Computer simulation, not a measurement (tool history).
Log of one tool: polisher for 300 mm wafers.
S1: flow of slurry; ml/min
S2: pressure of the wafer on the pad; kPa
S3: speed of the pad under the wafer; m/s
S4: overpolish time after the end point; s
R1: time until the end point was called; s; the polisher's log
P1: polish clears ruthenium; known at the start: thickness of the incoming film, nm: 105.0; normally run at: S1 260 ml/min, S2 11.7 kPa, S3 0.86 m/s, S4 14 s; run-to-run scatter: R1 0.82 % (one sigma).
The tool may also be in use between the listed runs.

| run | hour | S1 | S2 | S3 | S4 | R1 |
|---|---|---|---|---|---|---|
| 1 | 9.6 | 260 | 11.7 | 0.86 | 14 | 155.52 |
| 2 | 16.1 | 260 | 11.7 | 1.34 | 14 | 100.37 |
| 3 | 21.5 | 400 | 11.7 | 0.86 | 14 | 152.68 |
| 4 | 29 | 260 | 17.9 | 0.86 | 14 | 102.15 |
| 5 | 38.4 | 260 | 11.7 | 0.86 | 14 | 157.92 |
| 6 | 47 | 325 | 6.9 | 0.86 | 14 | 264.87 |
| 7 | 53.4 | 260 | 5.5 | 0.86 | 14 | 339.37 |
| 8 | 58.1 | 260 | 17.9 | 0.86 | 23 | 103.46 |
| 9 | 62.8 | 360 | 11.7 | 0.4 | 14 | 330.32 |
| 10 | 70.4 | 260 | 11.7 | 0.86 | 14 | 156.94 |
| 11 | 78.7 | 260 | 11.7 | 0.86 | 14 | 157.62 |
| 12 | 88 | 260 | 11.7 | 0.86 | 27 | 159.94 |
| 13 | 96 | 260 | 11.7 | 0.46 | 14 | 297.1 |
| 14 | 100.2 | 260 | 11.7 | 0.86 | 4 | 156.99 |
| 15 | 108.1 | 155 | 11.7 | 0.86 | 14 | 169.91 |
| 16 | 115.1 | 260 | 11.7 | 0.86 | 14 | 159.89 |
| 17 | 124.5 | 260 | 11.7 | 0.86 | 14 | 156.81 |
| 18 | 133.6 | 260 | 11.7 | 0.86 | 14 | 161.21 |
| 19 | 142.3 | 260 | 11.7 | 0.86 | 14 | 166.06 |
|  | 147.3 | head pressure recalibrated |
| 20 | 148.9 | 260 | 11.7 | 0.86 | 14 | 164.02 |
| 21 | 158.5 | 260 | 11.7 | 0.86 | 14 | 163.81 |
| 22 | 167.7 | 260 | 11.7 | 0.86 | 14 | 165.39 |
| 23 | 174.1 | 260 | 11.7 | 0.86 | 14 | 164.54 |
| 24 | 182.9 | 260 | 11.7 | 0.86 | 14 | 166.44 |

What P1 gives has crept away from where it was. These 2 causes fit the log equally well, each at the size given:
A: removal rate lost through wear of the pad, % = 4.6
B: slurry flow missing at the pad, % = 31.6
The creep began at about hour 124.5.
Why every other cause is out:
head's pressure below its setpoint, %: serviced at hour 147.3, which brought nothing back

4 check runs are offered, each on 5 wafers whose results are averaged, their results left as question marks. Which one tells the causes apart?
| check 1 | 191.7 | 260 | 17.2 | 1.24 | 14 | ? |
| check 2 | 191.7 | 155 | 11.7 | 1.1 | 14 | ? |
| check 3 | 191.7 | 260 | 15.2 | 0.86 | 24 | ? |
| check 4 | 191.7 | 260 | 8.3 | 0.86 | 4 | ? |

What each check would give under each cause:
| check | result | if A | if B |
|---|---|---|---|
| check 1 | R1 | 78.157 | 78.162 |
| check 2 | R1 | 138.8 | 142.89 |
| check 3 | R1 | 128.06 | 128.07 |
| check 4 | R1 | 234.77 | 234.79 |
How far apart the two closest causes lie, in the result that separates them most: check 1 0.01 %; check 2 2.91 %; check 3 0.01 %; check 4 0.01 %
Only check 2 tells the causes apart: in the others they would give nearly the same result.

Then check 2 was run and gave: R1 138.27 s. Which cause is it?

It is A: removal rate lost through wear of the pad, %.
